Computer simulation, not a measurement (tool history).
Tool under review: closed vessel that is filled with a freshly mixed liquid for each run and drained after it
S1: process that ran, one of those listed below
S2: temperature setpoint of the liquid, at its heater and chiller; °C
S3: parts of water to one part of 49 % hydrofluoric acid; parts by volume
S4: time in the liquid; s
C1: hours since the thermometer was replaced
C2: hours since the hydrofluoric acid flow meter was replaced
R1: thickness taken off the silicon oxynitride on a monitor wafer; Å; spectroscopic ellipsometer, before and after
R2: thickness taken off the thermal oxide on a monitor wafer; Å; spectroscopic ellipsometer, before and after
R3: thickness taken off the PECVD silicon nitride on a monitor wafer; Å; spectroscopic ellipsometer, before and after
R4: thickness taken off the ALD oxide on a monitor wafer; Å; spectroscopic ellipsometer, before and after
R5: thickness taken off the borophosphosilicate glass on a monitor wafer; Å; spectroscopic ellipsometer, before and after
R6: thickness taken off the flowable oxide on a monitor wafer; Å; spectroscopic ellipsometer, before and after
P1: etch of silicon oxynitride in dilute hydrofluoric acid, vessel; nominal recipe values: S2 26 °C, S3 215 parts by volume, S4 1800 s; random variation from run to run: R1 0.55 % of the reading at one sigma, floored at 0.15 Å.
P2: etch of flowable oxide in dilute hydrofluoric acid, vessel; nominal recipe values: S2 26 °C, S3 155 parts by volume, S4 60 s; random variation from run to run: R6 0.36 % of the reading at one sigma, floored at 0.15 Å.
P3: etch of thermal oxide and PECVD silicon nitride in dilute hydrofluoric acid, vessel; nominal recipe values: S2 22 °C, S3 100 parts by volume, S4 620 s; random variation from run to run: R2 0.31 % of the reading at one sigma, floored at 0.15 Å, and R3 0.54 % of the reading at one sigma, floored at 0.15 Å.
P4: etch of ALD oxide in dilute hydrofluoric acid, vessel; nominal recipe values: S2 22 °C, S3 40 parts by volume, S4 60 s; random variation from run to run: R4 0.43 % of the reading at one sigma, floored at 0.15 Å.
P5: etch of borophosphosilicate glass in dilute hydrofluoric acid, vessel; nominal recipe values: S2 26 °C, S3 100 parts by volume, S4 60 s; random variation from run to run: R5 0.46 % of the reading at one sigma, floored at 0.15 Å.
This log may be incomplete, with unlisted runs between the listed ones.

Run 1, day 0.183: S1 P1, S2 26 °C, S3 215 parts by volume, S4 1800 s; C1 1036.8; C2 837.7. Result: R1 239.4000 Å.
Run 2, day 0.488: S1 P3, S2 22 °C, S3 100 parts by volume, S4 620 s; C1 1044.1; C2 845.0. Result: R2 265.60 Å, R3 99.206 Å.
Run 3, day 0.738: S1 P4, S2 26 °C, S3 40 parts by volume, S4 60 s; C1 1050.1; C2 851.0. Result: R4 381.04 Å.
Run 4, day 0.875: S1 P1, S2 26 °C, S3 215 parts by volume, S4 1800 s; C1 1053.4; C2 854.3. Result: R1 240.6900 Å.
At day 0.942: hydrofluoric acid flow meter replaced.
Run 5, day 1.171: S1 P3, S2 22 °C, S3 160 parts by volume, S4 620 s; C1 1060.5; C2 5.5. Result: R2 155.73 Å, R3 62.617 Å.
Run 6, day 1.350: S1 P5, S2 34 °C, S3 100 parts by volume, S4 60 s; C1 1064.8; C2 9.8. Result: R5 563.46 Å.
Run 7, day 1.662: S1 P1, S2 26 °C, S3 375 parts by volume, S4 2945 s; C1 1072.3; C2 17.3. Result: R1 200.2200 Å.
Run 8, day 1.962: S1 P3, S2 17 °C, S3 100 parts by volume, S4 620 s; C1 1079.5; C2 24.5. Result: R2 216.33 Å, R3 70.543 Å.
Run 9, day 2.262: S1 P3, S2 22 °C, S3 100 parts by volume, S4 1210 s; C1 1086.7; C2 31.7. Result: R2 515.76 Å, R3 192.840 Å.
Run 10, day 2.562: S1 P3, S2 22 °C, S3 100 parts by volume, S4 620 s; C1 1093.9; C2 38.9. Result: R2 265.23 Å, R3 98.495 Å.
Run 11, day 2.775: S1 P2, S2 26 °C, S3 155 parts by volume, S4 60 s; C1 1099.0; C2 44.0. Result: R6 164.920 Å.
Run 12, day 3.075: S1 P1, S2 26 °C, S3 215 parts by volume, S4 1800 s; C1 1106.2; C2 51.2. Result: R1 239.8000 Å.
Run 13, day 3.262: S1 P1, S2 26 °C, S3 55 parts by volume, S4 1800 s; C1 1110.7; C2 55.7. Result: R1 1072.0000 Å.
Run 14, day 3.429: S1 P5, S2 26 °C, S3 100 parts by volume, S4 105 s; C1 1114.7; C2 59.7. Result: R5 729.30 Å.
Run 15, day 3.567: S1 P5, S2 26 °C, S3 100 parts by volume, S4 60 s; C1 1118.0; C2 63.0. Result: R5 418.60 Å.
Run 16, day 3.804: S1 P2, S2 26 °C, S3 155 parts by volume, S4 60 s; C1 1123.7; C2 68.7. Result: R6 165.550 Å.
Run 17, day 3.946: S1 P1, S2 26 °C, S3 215 parts by volume, S4 1800 s; C1 1127.1; C2 72.1. Result: R1 239.7300 Å.
Run 18, day 4.171: S1 P2, S2 19 °C, S3 155 parts by volume, S4 60 s; C1 1132.5; C2 77.5. Result: R6 126.220 Å.
Run 19, day 4.483: S1 P1, S2 26 °C, S3 360 parts by volume, S4 100 s; C1 1140.0; C2 85.0. Result: R1 7.2123 Å.
Run 20, day 4.721: S1 P2, S2 26 °C, S3 80 parts by volume, S4 60 s; C1 1145.7; C2 90.7. Result: R6 352.010 Å.
Run 21, day 4.900: S1 P5, S2 26 °C, S3 55 parts by volume, S4 60 s; C1 1150.0; C2 95.0. Result: R5 798.66 Å.
Run 22, day 5.196: S1 P4, S2 22 °C, S3 40 parts by volume, S4 60 s; C1 1157.1; C2 102.1. Result: R4 323.99 Å.
Run 23, day 5.454: S1 P1, S2 26 °C, S3 215 parts by volume, S4 880 s; C1 1163.3; C2 108.3. Result: R1 116.3900 Å.
Run 24, day 5.738: S1 P4, S2 22 °C, S3 20 parts by volume, S4 60 s; C1 1170.1; C2 115.1. Result: R4 661.44 Å.
Run 25, day 6.008: S1 P4, S2 22 °C, S3 40 parts by volume, S4 30 s; C1 1176.6; C2 121.6. Result: R4 160.75 Å.
Run 26, day 6.158: S1 P1, S2 26 °C, S3 215 parts by volume, S4 1800 s; C1 1180.2; C2 125.2. Result: R1 240.5700 Å.
Run 27, day 6.471: S1 P2, S2 26 °C, S3 155 parts by volume, S4 30 s; C1 1187.7; C2 132.7. Result: R6 81.519 Å.
Run 28, day 6.758: S1 P1, S2 26 °C, S3 215 parts by volume, S4 3455 s; C1 1194.6; C2 139.6. Result: R1 462.7000 Å.
Run 29, day 6.946: S1 P1, S2 26 °C, S3 215 parts by volume, S4 1800 s; C1 1199.1; C2 144.1. Result: R1 242.9400 Å.
Run 30, day 7.200: S1 P1, S2 18 °C, S3 215 parts by volume, S4 1800 s; C1 1205.2; C2 150.2. Result: R1 168.6900 Å.
Run 31, day 7.375: S1 P1, S2 30 °C, S3 215 parts by volume, S4 1800 s; C1 1209.4; C2 154.4. Result: R1 281.3900 Å.
Run 32, day 7.679: S1 P1, S2 26 °C, S3 305 parts by volume, S4 1800 s; C1 1216.7; C2 161.7. Result: R1 157.3800 Å.
Run 33, day 7.954: S1 P1, S2 26 °C, S3 215 parts by volume, S4 1800 s; C1 1223.3; C2 168.3. Result: R1 238.9000 Å.
Run 34, day 8.125: S1 P1, S2 26 °C, S3 215 parts by volume, S4 1800 s; C1 1227.4; C2 172.4. Result: R1 233.1000 Å.
Run 35, day 8.329: S1 P1, S2 26 °C, S3 215 parts by volume, S4 1800 s; C1 1232.3; C2 177.3. Result: R1 230.2900 Å.
Run 36, day 8.617: S1 P1, S2 26 °C, S3 215 parts by volume, S4 1800 s; C1 1239.2; C2 184.2. Result: R1 225.4900 Å.
Run 37, day 8.804: S1 P1, S2 26 °C, S3 215 parts by volume, S4 1800 s; C1 1243.7; C2 188.7. Result: R1 227.2800 Å.
Run 38, day 8.979: S1 P1, S2 26 °C, S3 215 parts by volume, S4 1800 s; C1 1247.9; C2 192.9. Result: R1 225.0700 Å.
Run 39, day 9.279: S1 P1, S2 26 °C, S3 215 parts by volume, S4 1800 s; C1 1255.1; C2 200.1. Result: R1 223.8800 Å.

P1 has crept away from where it was. The log is fitted equally well by each of these 2 causes, at the sizes shown:
A: liquid colder than its thermometer reads (K) = 1.5
B: hydrofluoric acid flow below the setpoint (%) = 5.41
The onset of the drift is placed at about day 7.954.

Consider the 4 single-wafer check runs listed below, results given as question marks: which one distinguishes between the causes by giving clearly different results for each?
Run check 1, day 9.579: S1 P3, S2 22.0 °C, S3 135 parts by volume, S4 1070 s. Result: R2 ?, R3 ?.
Run check 2, day 9.579: S1 P4, S2 22.0 °C, S3 20 parts by volume, S4 35 s. Result: R4 ?.
Run check 3, day 9.579: S1 P2, S2 22.5 °C, S3 155 parts by volume, S4 30 s. Result: R6 ?.
Run check 4, day 9.579: S1 P5, S2 33.5 °C, S3 100 parts by volume, S4 60 s. Result: R5 ?.

How each check would come out, cause by cause:
  check  result     if A     if B
check 1      R2   307.88   306.46
check 1      R3  114.940  120.240
check 2      R4   362.74   365.54
check 3      R6   68.053   67.588
check 4      R5   524.28   519.31
Per-check spread between the two closest causes, in the result where they differ most: check 1 4.51 %; check 2 0.77 %; check 3 0.69 %; check 4 0.95 %
Of the check runs offered, only check 1 discriminates between the causes; the rest would read about the same regardless of which cause applies.

Here is what check 1 returned: R2 307.55 Å; R3 114.140 Å. Which cause is it?

It was cause A: liquid colder than its thermometer reads (K).
